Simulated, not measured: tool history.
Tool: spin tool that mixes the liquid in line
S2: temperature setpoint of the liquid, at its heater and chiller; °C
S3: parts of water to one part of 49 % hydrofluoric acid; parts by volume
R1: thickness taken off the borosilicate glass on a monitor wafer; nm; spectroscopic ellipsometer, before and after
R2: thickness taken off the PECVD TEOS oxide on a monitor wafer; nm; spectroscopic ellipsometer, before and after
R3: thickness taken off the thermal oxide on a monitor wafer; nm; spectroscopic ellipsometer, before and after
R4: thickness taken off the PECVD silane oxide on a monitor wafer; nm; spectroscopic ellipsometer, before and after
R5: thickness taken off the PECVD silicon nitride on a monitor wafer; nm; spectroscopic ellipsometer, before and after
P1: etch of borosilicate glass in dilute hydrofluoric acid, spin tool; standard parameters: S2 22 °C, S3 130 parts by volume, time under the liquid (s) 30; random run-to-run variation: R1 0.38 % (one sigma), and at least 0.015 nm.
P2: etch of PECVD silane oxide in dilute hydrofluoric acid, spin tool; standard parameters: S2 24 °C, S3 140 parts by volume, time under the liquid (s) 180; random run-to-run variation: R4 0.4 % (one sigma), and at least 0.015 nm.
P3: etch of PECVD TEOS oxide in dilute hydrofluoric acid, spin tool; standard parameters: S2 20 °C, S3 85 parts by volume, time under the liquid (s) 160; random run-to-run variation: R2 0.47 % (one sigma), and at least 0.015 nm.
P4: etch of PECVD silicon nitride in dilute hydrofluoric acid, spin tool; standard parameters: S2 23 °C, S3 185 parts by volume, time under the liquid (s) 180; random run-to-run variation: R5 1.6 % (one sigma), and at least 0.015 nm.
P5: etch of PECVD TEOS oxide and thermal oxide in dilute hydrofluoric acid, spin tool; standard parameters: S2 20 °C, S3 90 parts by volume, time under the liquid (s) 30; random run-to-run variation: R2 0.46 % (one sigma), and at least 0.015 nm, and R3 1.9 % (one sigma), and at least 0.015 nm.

Run 1, hour 7: process that ran P1, S2 22 °C, S3 130 parts by volume, time under the liquid (s) 30. Result: R1 11.362 nm.
Run 2, hour 15.2: process that ran P5, S2 20 °C, S3 160 parts by volume, time under the liquid (s) 30. Result: R2 4.1535 nm, R3 0.74543 nm.
Run 3, hour 22.8: process that ran P2, S2 24 °C, S3 140 parts by volume, time under the liquid (s) 350. Result: R4 91.669 nm.
Run 4, hour 31.7: process that ran P5, S2 20 °C, S3 90 parts by volume, time under the liquid (s) 30. Result: R2 8.008 nm, R3 1.4447 nm.
Run 5, hour 39.6: process that ran P2, S2 24 °C, S3 195 parts by volume, time under the liquid (s) 180. Result: R4 31.804 nm.
Run 6, hour 48.8: process that ran P1, S2 22 °C, S3 130 parts by volume, time under the liquid (s) 30. Result: R1 11.435 nm.
Run 7, hour 56.5: process that ran P4, S2 23 °C, S3 185 parts by volume, time under the liquid (s) 180. Result: R5 1.4737 nm.
Run 8, hour 66.3: process that ran P1, S2 17 °C, S3 130 parts by volume, time under the liquid (s) 30. Result: R1 9.2612 nm.
Run 9, hour 71.3: process that ran P1, S2 22 °C, S3 75 parts by volume, time under the liquid (s) 30. Result: R1 21.086 nm.
Run 10, hour 76.7: process that ran P1, S2 26.5 °C, S3 130 parts by volume, time under the liquid (s) 30. Result: R1 13.557 nm.
Run 11, hour 84.2: process that ran P1, S2 22 °C, S3 60 parts by volume, time under the liquid (s) 50. Result: R1 44.57 nm.
Run 12, hour 92.4: process that ran P2, S2 24 °C, S3 140 parts by volume, time under the liquid (s) 180. Result: R4 47.214 nm.
Run 13, hour 102.7: process that ran P1, S2 22 °C, S3 130 parts by volume, time under the liquid (s) 55. Result: R1 20.952 nm.
Run 14, hour 108.1: process that ran P3, S2 20 °C, S3 85 parts by volume, time under the liquid (s) 255. Result: R2 22.079 nm.
Run 15, hour 114: process that ran P1, S2 22 °C, S3 45 parts by volume, time under the liquid (s) 15. Result: R1 18.235 nm.
At hour 116.1: hydrofluoric acid flow meter replaced.
Run 16, hour 120: process that ran P4, S2 23 °C, S3 35 parts by volume, time under the liquid (s) 180. Result: R5 7.9781 nm.
Run 17, hour 125.2: process that ran P1, S2 22 °C, S3 130 parts by volume, time under the liquid (s) 30. Result: R1 11.359 nm.
Run 18, hour 132.4: process that ran P3, S2 20 °C, S3 150 parts by volume, time under the liquid (s) 160. Result: R2 7.282 nm.
Run 19, hour 141.5: process that ran P1, S2 22 °C, S3 130 parts by volume, time under the liquid (s) 15. Result: R1 5.6582 nm.
Run 20, hour 149.1: process that ran P4, S2 23 °C, S3 185 parts by volume, time under the liquid (s) 180. Result: R5 1.5128 nm.
Run 21, hour 158.2: process that ran P5, S2 20 °C, S3 90 parts by volume, time under the liquid (s) 50. Result: R2 13.399 nm, R3 2.3856 nm.
Run 22, hour 167.5: process that ran P4, S2 23 °C, S3 185 parts by volume, time under the liquid (s) 275. Result: R5 2.3534 nm.
Run 23, hour 175.2: process that ran P3, S2 20 °C, S3 85 parts by volume, time under the liquid (s) 160. Result: R2 13.837 nm.
Run 24, hour 185: process that ran P4, S2 17 °C, S3 185 parts by volume, time under the liquid (s) 180. Result: R5 1.0062 nm.
Run 25, hour 195.6: process that ran P1, S2 22 °C, S3 210 parts by volume, time under the liquid (s) 30. Result: R1 6.4508 nm.
Run 26, hour 201.6: process that ran P3, S2 25 °C, S3 85 parts by volume, time under the liquid (s) 160. Result: R2 17.031 nm.
Run 27, hour 212.1: process that ran P2, S2 19 °C, S3 140 parts by volume, time under the liquid (s) 180. Result: R4 38.899 nm.
Run 28, hour 218.5: process that ran P1, S2 22 °C, S3 130 parts by volume, time under the liquid (s) 30. Result: R1 11.279 nm.
Run 29, hour 224: process that ran P2, S2 24 °C, S3 140 parts by volume, time under the liquid (s) 180. Result: R4 47.361 nm.
Run 30, hour 235.2: process that ran P5, S2 20 °C, S3 90 parts by volume, time under the liquid (s) 30. Result: R2 8.056 nm, R3 1.4011 nm.
Run 31, hour 243.6: process that ran P1, S2 22 °C, S3 130 parts by volume, time under the liquid (s) 30. Result: R1 11.401 nm.
Run 32, hour 249.3: process that ran P5, S2 24.5 °C, S3 90 parts by volume, time under the liquid (s) 30. Result: R2 9.6707 nm, R3 1.7277 nm.
Run 33, hour 260: process that ran P1, S2 22 °C, S3 130 parts by volume, time under the liquid (s) 30. Result: R1 11.4 nm.
Run 34, hour 266.2: process that ran P1, S2 22 °C, S3 130 parts by volume, time under the liquid (s) 30. Result: R1 11.354 nm.
Run 35, hour 274.8: process that ran P1, S2 22 °C, S3 130 parts by volume, time under the liquid (s) 30. Result: R1 11.049 nm.
Run 36, hour 280.6: process that ran P1, S2 22 °C, S3 130 parts by volume, time under the liquid (s) 30. Result: R1 10.934 nm.
Run 37, hour 290.1: process that ran P1, S2 22 °C, S3 130 parts by volume, time under the liquid (s) 30. Result: R1 10.711 nm.
Run 38, hour 295.7: process that ran P1, S2 22 °C, S3 130 parts by volume, time under the liquid (s) 30. Result: R1 10.741 nm.
Run 39, hour 304.5: process that ran P1, S2 22 °C, S3 130 parts by volume, time under the liquid (s) 30. Result: R1 10.732 nm.
Run 40, hour 315.4: process that ran P1, S2 22 °C, S3 130 parts by volume, time under the liquid (s) 30. Result: R1 10.634 nm.
Run 41, hour 324.2: process that ran P1, S2 22 °C, S3 130 parts by volume, time under the liquid (s) 30. Result: R1 10.604 nm.
Run 42, hour 329.2: process that ran P1, S2 22 °C, S3 130 parts by volume, time under the liquid (s) 30. Result: R1 10.603 nm.
Run 43, hour 340.2: process that ran P1, S2 22 °C, S3 130 parts by volume, time under the liquid (s) 30. Result: R1 10.541 nm.

Something has made what P1 gives creep away from where it was; the 2 causes below, each at its own stated size, fit the log equally well:
A: hydrofluoric acid flow below the setpoint (%) = 5.99
B: liquid colder than its thermometer reads (K) = 1.79
The drift started at roughly hour 266.2.

4 check runs are offered, each on 5 wafers whose results are averaged, their results left as question marks. Which one tells the causes apart?
Run check 1, hour 351.2: process that ran P3, S2 20 °C, S3 115 parts by volume, time under the liquid (s) 160. Result: R2 ?.
Run check 2, hour 351.2: process that ran P2, S2 19.5 °C, S3 140 parts by volume, time under the liquid (s) 335. Result: R4 ?.
Run check 3, hour 351.2: process that ran P5, S2 24.5 °C, S3 160 parts by volume, time under the liquid (s) 30. Result: R2 ?, R3 ?.
Run check 4, hour 351.2: process that ran P4, S2 23 °C, S3 125 parts by volume, time under the liquid (s) 180. Result: R5 ?.

Predicted outcomes, by check and by cause:
  check  result    if A     if B
check 1      R2  9.2315   9.1977
check 2      R4   68.48   68.367
check 3      R2  4.6397   4.6633
check 3      R3   0.823  0.82718
check 4      R5  2.0919   1.9745
Per-check spread between the two closest causes, in the result where they differ most: check 1 0.37 %; check 2 0.16 %; check 3 0.51 %; check 4 5.78 %
Check 4 tells the causes apart: in the others they would give nearly the same result.

Running check 4 produced the following: R5 2.0751 nm. Which one of the listed causes fits?

It was cause A: hydrofluoric acid flow below the setpoint (%).
